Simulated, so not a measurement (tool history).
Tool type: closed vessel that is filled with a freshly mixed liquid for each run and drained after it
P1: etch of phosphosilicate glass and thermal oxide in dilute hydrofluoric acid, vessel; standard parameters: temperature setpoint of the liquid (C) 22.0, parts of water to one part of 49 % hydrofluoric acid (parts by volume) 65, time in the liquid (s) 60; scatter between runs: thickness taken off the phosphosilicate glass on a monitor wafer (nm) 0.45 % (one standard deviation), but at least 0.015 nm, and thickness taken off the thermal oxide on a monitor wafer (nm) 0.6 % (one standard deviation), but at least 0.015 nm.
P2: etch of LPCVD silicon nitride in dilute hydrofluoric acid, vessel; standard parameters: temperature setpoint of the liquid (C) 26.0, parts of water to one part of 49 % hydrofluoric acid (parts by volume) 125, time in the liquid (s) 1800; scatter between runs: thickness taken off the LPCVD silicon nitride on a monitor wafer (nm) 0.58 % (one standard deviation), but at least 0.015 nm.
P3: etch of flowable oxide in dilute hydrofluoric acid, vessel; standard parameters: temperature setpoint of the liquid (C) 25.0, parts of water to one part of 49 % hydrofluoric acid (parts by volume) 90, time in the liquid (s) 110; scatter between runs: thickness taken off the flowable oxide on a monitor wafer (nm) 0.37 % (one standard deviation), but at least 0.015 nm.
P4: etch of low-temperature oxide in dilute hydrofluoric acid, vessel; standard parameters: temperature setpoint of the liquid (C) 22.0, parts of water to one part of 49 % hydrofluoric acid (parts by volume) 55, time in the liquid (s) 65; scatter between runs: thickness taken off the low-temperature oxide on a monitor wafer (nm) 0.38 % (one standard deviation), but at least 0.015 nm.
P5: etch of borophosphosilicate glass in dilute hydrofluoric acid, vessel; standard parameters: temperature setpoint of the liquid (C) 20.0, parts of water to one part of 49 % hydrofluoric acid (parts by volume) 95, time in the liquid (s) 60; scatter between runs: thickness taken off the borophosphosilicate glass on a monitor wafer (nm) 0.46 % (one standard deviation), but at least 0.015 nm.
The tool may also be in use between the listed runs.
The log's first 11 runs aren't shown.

run,hour,process that ran,temperature setpoint of the liquid (C),parts of water to one part of 49 % hydrofluoric acid (parts by volume),time in the liquid (s),hours since the thermometer was replaced,hours since the hydrofluoric acid flow meter was replaced,thickness taken off the phosphosilicate glass on a monitor wafer (nm),thickness taken off the thermal oxide on a monitor wafer (nm),thickness taken off the flowable oxide on a monitor wafer (nm),thickness taken off the borophosphosilicate glass on a monitor wafer (nm),thickness taken off the low-temperature oxide on a monitor wafer (nm),thickness taken off the LPCVD silicon nitride on a monitor wafer (nm)
12,132.6,P1,22.0,65,60,508.5,1599.9,58.771,4.4755,,,,
13,145.5,P5,20.0,165,60,521.4,1612.8,,,,24.277,,
14,161.4,P2,26.0,125,1800,537.3,1628.7,,,,,,8.61290
15,174.5,P4,22.0,55,110,550.4,1641.8,,,,,32.581,
16,184.5,P1,22.0,65,60,560.4,1651.8,58.499,4.5166,,,,
17,194.3,P4,22.0,55,65,570.2,1661.6,,,,,19.198,
18,208.5,P4,22.0,55,65,584.4,1675.8,,,,,19.316,
19,220.1,P1,26.0,40,60,596.0,1687.4,116.580,8.9111,,,,
20,235.0,P4,30.5,55,65,610.9,1702.3,,,,,26.910,
21,248.1,P1,17.0,65,60,624.0,1715.4,47.497,3.6115,,,,
22,256.9,P1,22.0,65,30,632.8,1724.2,29.503,2.2471,,,,
23,272.6,P3,18.5,90,110,648.5,1739.9,,,29.578,,,
24,287.6,P3,25.0,90,110,663.5,1754.9,,,38.749,,,
25,303.0,P1,22.0,110,60,678.9,1770.3,33.136,2.4615,,,,

Expected results for the next run?
26,316.7,P2,26.0,125,1800,692.6,1784.0,,,,,,?

thickness taken off the LPCVD silicon nitride on a monitor wafer (nm): 8.63140
